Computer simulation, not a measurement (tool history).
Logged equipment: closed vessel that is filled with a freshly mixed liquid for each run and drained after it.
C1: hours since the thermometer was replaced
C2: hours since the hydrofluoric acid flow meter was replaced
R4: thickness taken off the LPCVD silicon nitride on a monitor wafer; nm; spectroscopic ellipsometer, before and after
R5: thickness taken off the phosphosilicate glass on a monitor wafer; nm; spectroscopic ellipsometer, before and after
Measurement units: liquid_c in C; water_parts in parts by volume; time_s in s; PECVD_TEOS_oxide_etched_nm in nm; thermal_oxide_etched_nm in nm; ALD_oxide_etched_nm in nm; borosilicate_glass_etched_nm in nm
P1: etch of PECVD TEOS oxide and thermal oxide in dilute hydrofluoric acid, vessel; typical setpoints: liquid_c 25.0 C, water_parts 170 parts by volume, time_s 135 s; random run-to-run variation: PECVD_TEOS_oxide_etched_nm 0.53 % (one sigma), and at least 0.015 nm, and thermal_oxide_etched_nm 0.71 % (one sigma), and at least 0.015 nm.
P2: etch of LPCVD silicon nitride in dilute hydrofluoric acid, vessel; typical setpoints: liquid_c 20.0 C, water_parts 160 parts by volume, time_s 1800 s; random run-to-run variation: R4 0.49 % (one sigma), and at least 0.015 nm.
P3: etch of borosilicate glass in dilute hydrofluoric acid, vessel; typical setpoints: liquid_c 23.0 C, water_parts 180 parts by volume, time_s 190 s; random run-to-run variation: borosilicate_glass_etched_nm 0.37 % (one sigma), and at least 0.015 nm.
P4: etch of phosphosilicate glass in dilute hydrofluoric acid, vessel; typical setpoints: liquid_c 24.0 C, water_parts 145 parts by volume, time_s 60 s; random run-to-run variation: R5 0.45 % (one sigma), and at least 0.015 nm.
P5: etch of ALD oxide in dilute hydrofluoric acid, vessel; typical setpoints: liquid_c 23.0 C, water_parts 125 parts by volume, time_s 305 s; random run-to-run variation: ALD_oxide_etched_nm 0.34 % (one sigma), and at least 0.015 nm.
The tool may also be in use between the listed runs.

run 1 day=0.342 | process=P1 liquid_c=25.0 water_parts=170 time_s=135 | C1=767.1 C2=793.8 | PECVD_TEOS_oxide_etched_nm=8.9036 thermal_oxide_etched_nm=3.60640
run 2 day=0.529 | process=P1 liquid_c=25.0 water_parts=170 time_s=135 | C1=771.6 C2=798.3 | PECVD_TEOS_oxide_etched_nm=8.8885 thermal_oxide_etched_nm=3.62050
run 3 day=0.725 | process=P5 liquid_c=23.0 water_parts=125 time_s=465 | C1=776.3 C2=803.0 | ALD_oxide_etched_nm=52.255
run 4 day=1.046 | process=P2 liquid_c=20.0 water_parts=230 time_s=1800 | C1=784.0 C2=810.7 | R4=2.9278
run 5 day=1.317 | process=P4 liquid_c=18.0 water_parts=145 time_s=60 | C1=790.5 C2=817.2 | R5=38.219
run 6 day=1.562 | process=P1 liquid_c=25.0 water_parts=170 time_s=135 | C1=796.4 C2=823.1 | PECVD_TEOS_oxide_etched_nm=8.8062 thermal_oxide_etched_nm=3.61990
run 7 day=1.846 | process=P2 liquid_c=17.0 water_parts=160 time_s=1800 | C1=803.2 C2=829.9 | R4=3.4174
run 8 day=2.146 | process=P1 liquid_c=25.0 water_parts=70 time_s=75 | C1=810.4 C2=837.1 | PECVD_TEOS_oxide_etched_nm=13.3910 thermal_oxide_etched_nm=5.48830
run 9 day=2.500 | process=P4 liquid_c=24.0 water_parts=145 time_s=60 | C1=818.9 C2=845.6 | R5=48.907
run 10 day=2.712 | process=P5 liquid_c=29.0 water_parts=125 time_s=305 | C1=824.0 C2=850.7 | ALD_oxide_etched_nm=43.070
run 11 day=2.954 | process=P3 liquid_c=23.0 water_parts=250 time_s=190 | C1=829.8 C2=856.5 | borosilicate_glass_etched_nm=13.296
run 12 day=3.183 | process=P5 liquid_c=23.0 water_parts=210 time_s=305 | C1=835.3 C2=862.0 | ALD_oxide_etched_nm=18.670
run 13 day=3.346 | process=P1 liquid_c=25.0 water_parts=170 time_s=135 | C1=839.2 C2=865.9 | PECVD_TEOS_oxide_etched_nm=8.8498 thermal_oxide_etched_nm=3.56190
run 14 day=3.550 | process=P4 liquid_c=24.0 water_parts=145 time_s=90 | C1=844.1 C2=870.8 | R5=72.726
run 15 day=3.708 | process=P1 liquid_c=17.5 water_parts=170 time_s=135 | C1=847.9 C2=874.6 | PECVD_TEOS_oxide_etched_nm=6.5680 thermal_oxide_etched_nm=2.67980
run 16 day=3.908 | process=P1 liquid_c=25.0 water_parts=295 time_s=135 | C1=852.7 C2=879.4 | PECVD_TEOS_oxide_etched_nm=4.4933 thermal_oxide_etched_nm=1.80220
run 17 day=4.154 | process=P2 liquid_c=20.0 water_parts=160 time_s=435 | C1=858.6 C2=885.3 | R4=1.0465
run 18 day=4.367 | process=P3 liquid_c=29.5 water_parts=180 time_s=190 | C1=863.7 C2=890.4 | borosilicate_glass_etched_nm=25.258
run 19 day=4.579 | process=P3 liquid_c=23.0 water_parts=180 time_s=315 | C1=868.8 C2=895.5 | borosilicate_glass_etched_nm=33.060
run 20 day=4.821 | process=P1 liquid_c=25.0 water_parts=40 time_s=135 | C1=874.6 C2=901.3 | PECVD_TEOS_oxide_etched_nm=44.2810 thermal_oxide_etched_nm=17.86600
run 21 day=5.150 | process=P3 liquid_c=23.0 water_parts=180 time_s=190 | C1=882.5 C2=909.2 | borosilicate_glass_etched_nm=19.897
run 22 day=5.308 | process=P5 liquid_c=23.0 water_parts=125 time_s=305 | C1=886.3 C2=913.0 | ALD_oxide_etched_nm=34.438
run 23 day=5.488 | process=P4 liquid_c=24.0 water_parts=235 time_s=60 | C1=890.6 C2=917.3 | R5=27.180
run 24 day=5.796 | process=P3 liquid_c=23.0 water_parts=180 time_s=190 | C1=898.0 C2=924.7 | borosilicate_glass_etched_nm=19.860
run 25 day=6.029 | process=P1 liquid_c=32.5 water_parts=170 time_s=135 | C1=903.6 C2=930.3 | PECVD_TEOS_oxide_etched_nm=11.5590 thermal_oxide_etched_nm=4.70670
run 26 day=6.367 | process=P1 liquid_c=25.0 water_parts=170 time_s=135 | C1=911.7 C2=938.4 | PECVD_TEOS_oxide_etched_nm=8.7977 thermal_oxide_etched_nm=3.55150
run 27 day=6.588 | process=P1 liquid_c=25.0 water_parts=170 time_s=35 | C1=917.0 C2=943.7 | PECVD_TEOS_oxide_etched_nm=2.2901 thermal_oxide_etched_nm=0.92215
run 28 day=6.883 | process=P1 liquid_c=25.0 water_parts=170 time_s=210 | C1=924.1 C2=950.8 | PECVD_TEOS_oxide_etched_nm=13.7560 thermal_oxide_etched_nm=5.61440
run 29 day=7.062 | process=P1 liquid_c=25.0 water_parts=170 time_s=135 | C1=928.4 C2=955.1 | PECVD_TEOS_oxide_etched_nm=8.8011 thermal_oxide_etched_nm=3.56190
run 30 day=7.371 | process=P1 liquid_c=31.0 water_parts=235 time_s=135 | C1=935.8 C2=962.5 | PECVD_TEOS_oxide_etched_nm=7.3417 thermal_oxide_etched_nm=2.92260
run 31 day=7.679 | process=P5 liquid_c=23.0 water_parts=125 time_s=305 | C1=943.2 C2=969.9 | ALD_oxide_etched_nm=34.284

Forecast run 32:
run 32 day=7.942 | process=P2 liquid_c=20.0 water_parts=160 time_s=1800 | C1=949.5 C2=976.2 | R4=?

R4: 4.1928 nm
